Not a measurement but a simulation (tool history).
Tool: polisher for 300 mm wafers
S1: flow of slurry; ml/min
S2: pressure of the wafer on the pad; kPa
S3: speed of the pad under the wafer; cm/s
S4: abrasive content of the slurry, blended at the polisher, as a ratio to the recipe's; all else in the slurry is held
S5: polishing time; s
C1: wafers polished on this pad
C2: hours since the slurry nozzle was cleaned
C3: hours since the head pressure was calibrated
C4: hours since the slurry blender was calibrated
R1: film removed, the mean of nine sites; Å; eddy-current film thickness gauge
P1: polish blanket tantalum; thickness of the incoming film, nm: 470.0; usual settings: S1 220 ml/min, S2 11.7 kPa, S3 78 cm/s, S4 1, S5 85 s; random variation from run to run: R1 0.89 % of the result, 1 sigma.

Run 1, hour 16.9: S1 220 ml/min, S2 11.7 kPa, S3 78 cm/s, S4 1, S5 85 s; C1 582; C2 128.9; C3 198.8; C4 125.3. Result: R1 863.32 Å.
Run 2, hour 34.9: S1 220 ml/min, S2 11.7 kPa, S3 78 cm/s, S4 0.55, S5 85 s; C1 776; C2 146.9; C3 216.8; C4 143.3. Result: R1 700.86 Å.
Run 3, hour 46.6: S1 220 ml/min, S2 15.9 kPa, S3 78 cm/s, S4 1.45, S5 85 s; C1 903; C2 158.6; C3 228.5; C4 155. Result: R1 1285.3 Å.
Run 4, hour 65.3: S1 220 ml/min, S2 11.7 kPa, S3 78 cm/s, S4 1, S5 85 s; C1 1104; C2 177.3; C3 247.2; C4 173.7. Result: R1 865.56 Å.
Run 5, hour 80.7: S1 220 ml/min, S2 11.7 kPa, S3 78 cm/s, S4 1, S5 85 s; C1 1270; C2 192.7; C3 262.6; C4 189.1. Result: R1 871.43 Å.
At hour 92.2: slurry nozzle cleaned.
Run 6, hour 94.8: S1 220 ml/min, S2 15.9 kPa, S3 78 cm/s, S4 1, S5 85 s; C1 1422; C2 2.6; C3 276.7; C4 203.2. Result: R1 1184.8 Å.
Run 7, hour 106: S1 220 ml/min, S2 11.7 kPa, S3 78 cm/s, S4 1, S5 85 s; C1 1543; C2 13.8; C3 287.9; C4 214.4. Result: R1 870.33 Å.
Run 8, hour 117.6: S1 130 ml/min, S2 11.7 kPa, S3 78 cm/s, S4 1, S5 85 s; C1 1668; C2 25.4; C3 299.5; C4 226. Result: R1 809.3 Å.
Run 9, hour 126.5: S1 220 ml/min, S2 11.7 kPa, S3 52 cm/s, S4 1.3, S5 85 s; C1 1764; C2 34.3; C3 308.4; C4 234.9. Result: R1 614.91 Å.
Run 10, hour 141.9: S1 320 ml/min, S2 11.7 kPa, S3 78 cm/s, S4 1, S5 85 s; C1 1930; C2 49.7; C3 323.8; C4 250.3. Result: R1 889.14 Å.
Run 11, hour 152: S1 220 ml/min, S2 11.7 kPa, S3 78 cm/s, S4 1, S5 39 s; C1 2039; C2 59.8; C3 333.9; C4 260.4. Result: R1 401.98 Å.
Run 12, hour 164.5: S1 220 ml/min, S2 11.7 kPa, S3 78 cm/s, S4 1, S5 85 s; C1 2174; C2 72.3; C3 346.4; C4 272.9. Result: R1 868.16 Å.
At hour 182.8: slurry blender recalibrated.
Run 13, hour 183.6: S1 220 ml/min, S2 11.7 kPa, S3 78 cm/s, S4 1, S5 110 s; C1 2380; C2 91.4; C3 365.5; C4 0.8. Result: R1 1117 Å.
Run 14, hour 202.2: S1 220 ml/min, S2 11.7 kPa, S3 120 cm/s, S4 1, S5 85 s; C1 2580; C2 110; C3 384.1; C4 19.4. Result: R1 1321.6 Å.
Run 15, hour 214.1: S1 220 ml/min, S2 11.7 kPa, S3 40 cm/s, S4 1, S5 85 s; C1 2709; C2 121.9; C3 396; C4 31.3. Result: R1 440.97 Å.
Run 16, hour 226.1: S1 220 ml/min, S2 11.7 kPa, S3 78 cm/s, S4 1.4, S5 85 s; C1 2838; C2 133.9; C3 408; C4 43.3. Result: R1 932.33 Å.
Run 17, hour 234.5: S1 220 ml/min, S2 17.2 kPa, S3 78 cm/s, S4 1, S5 55 s; C1 2929; C2 142.3; C3 416.4; C4 51.7. Result: R1 807.81 Å.
Run 18, hour 247: S1 220 ml/min, S2 7.6 kPa, S3 78 cm/s, S4 1, S5 85 s; C1 3063; C2 154.8; C3 428.9; C4 64.2. Result: R1 560.54 Å.
Run 19, hour 256: S1 220 ml/min, S2 11.7 kPa, S3 78 cm/s, S4 1, S5 85 s; C1 3160; C2 163.8; C3 437.9; C4 73.2. Result: R1 868.52 Å.
Run 20, hour 269.8: S1 220 ml/min, S2 11.7 kPa, S3 78 cm/s, S4 1, S5 85 s; C1 3309; C2 177.6; C3 451.7; C4 87. Result: R1 859.85 Å.
Run 21, hour 284.4: S1 220 ml/min, S2 11.7 kPa, S3 78 cm/s, S4 1, S5 85 s; C1 3467; C2 192.2; C3 466.3; C4 101.6. Result: R1 837.44 Å.
Run 22, hour 297.3: S1 220 ml/min, S2 11.7 kPa, S3 78 cm/s, S4 1, S5 85 s; C1 3606; C2 205.1; C3 479.2; C4 114.5. Result: R1 802.56 Å.
Run 23, hour 315.8: S1 220 ml/min, S2 11.7 kPa, S3 78 cm/s, S4 1, S5 85 s; C1 3805; C2 223.6; C3 497.7; C4 133. Result: R1 792.69 Å.
Run 24, hour 325.3: S1 220 ml/min, S2 11.7 kPa, S3 78 cm/s, S4 1, S5 85 s; C1 3908; C2 233.1; C3 507.2; C4 142.5. Result: R1 796.27 Å.
Run 25, hour 336.4: S1 220 ml/min, S2 11.7 kPa, S3 78 cm/s, S4 1, S5 85 s; C1 4027; C2 244.2; C3 518.3; C4 153.6. Result: R1 789.15 Å.
Run 26, hour 348.6: S1 220 ml/min, S2 11.7 kPa, S3 78 cm/s, S4 1, S5 85 s; C1 4159; C2 256.4; C3 530.5; C4 165.8. Result: R1 795.33 Å.
At hour 349.3: head pressure recalibrated.
Run 27, hour 359.9: S1 220 ml/min, S2 11.7 kPa, S3 78 cm/s, S4 1, S5 85 s; C1 4281; C2 267.7; C3 10.6; C4 177.1. Result: R1 774.94 Å.
At hour 362.8: slurry nozzle cleaned.
Run 28, hour 374.2: S1 220 ml/min, S2 11.7 kPa, S3 78 cm/s, S4 1, S5 85 s; C1 4435; C2 11.4; C3 24.9; C4 191.4. Result: R1 779.46 Å.
Run 29, hour 390.9: S1 220 ml/min, S2 11.7 kPa, S3 78 cm/s, S4 1, S5 85 s; C1 4615; C2 28.1; C3 41.6; C4 208.1. Result: R1 779.38 Å.
Run 30, hour 403.8: S1 220 ml/min, S2 11.7 kPa, S3 78 cm/s, S4 1, S5 85 s; C1 4754; C2 41; C3 54.5; C4 221. Result: R1 771.48 Å.
Run 31, hour 412.7: S1 220 ml/min, S2 11.7 kPa, S3 78 cm/s, S4 1, S5 85 s; C1 4850; C2 49.9; C3 63.4; C4 229.9. Result: R1 776.89 Å.

What P1 gives has crept away from where it was. These 2 causes fit the log equally well, each at the size given:
A: abrasive missing from the slurry, % = 27.9
B: removal rate lost through wear of the pad, % = 9.94
The creep began at about hour 269.8.
Why every other cause is out:
slurry flow missing at the pad, %: serviced at hour 362.8, which brought nothing back
head's pressure below its setpoint, %: serviced at hour 349.3, which brought nothing back

4 check runs are offered, each on 2 wafers whose results are averaged, their results left as question marks. Which one tells the causes apart?
Run check 1, hour 421.6: S1 220 ml/min, S2 7.6 kPa, S3 78 cm/s, S4 1, S5 85 s. Result: R1 ?.
Run check 2, hour 421.6: S1 220 ml/min, S2 11.7 kPa, S3 56 cm/s, S4 1, S5 85 s. Result: R1 ?.
Run check 3, hour 421.6: S1 155 ml/min, S2 11.7 kPa, S3 78 cm/s, S4 1, S5 85 s. Result: R1 ?.
Run check 4, hour 421.6: S1 220 ml/min, S2 11.7 kPa, S3 78 cm/s, S4 0.55, S5 85 s. Result: R1 ?.

What each check would give under each cause:
  check  result    if A    if B
check 1      R1  502.92     503
check 2      R1  558.01  558.11
check 3      R1   739.4  739.53
check 4      R1   601.6  630.08
How far apart the two closest causes lie, in the result that separates them most: check 1 0.02 %; check 2 0.02 %; check 3 0.02 %; check 4 4.62 %
Check 4 tells the causes apart: in the others they would give nearly the same result.

Check 4 was then run and gave: R1 631.41 Å. Which cause is it?

It is B: removal rate lost through wear of the pad, %.

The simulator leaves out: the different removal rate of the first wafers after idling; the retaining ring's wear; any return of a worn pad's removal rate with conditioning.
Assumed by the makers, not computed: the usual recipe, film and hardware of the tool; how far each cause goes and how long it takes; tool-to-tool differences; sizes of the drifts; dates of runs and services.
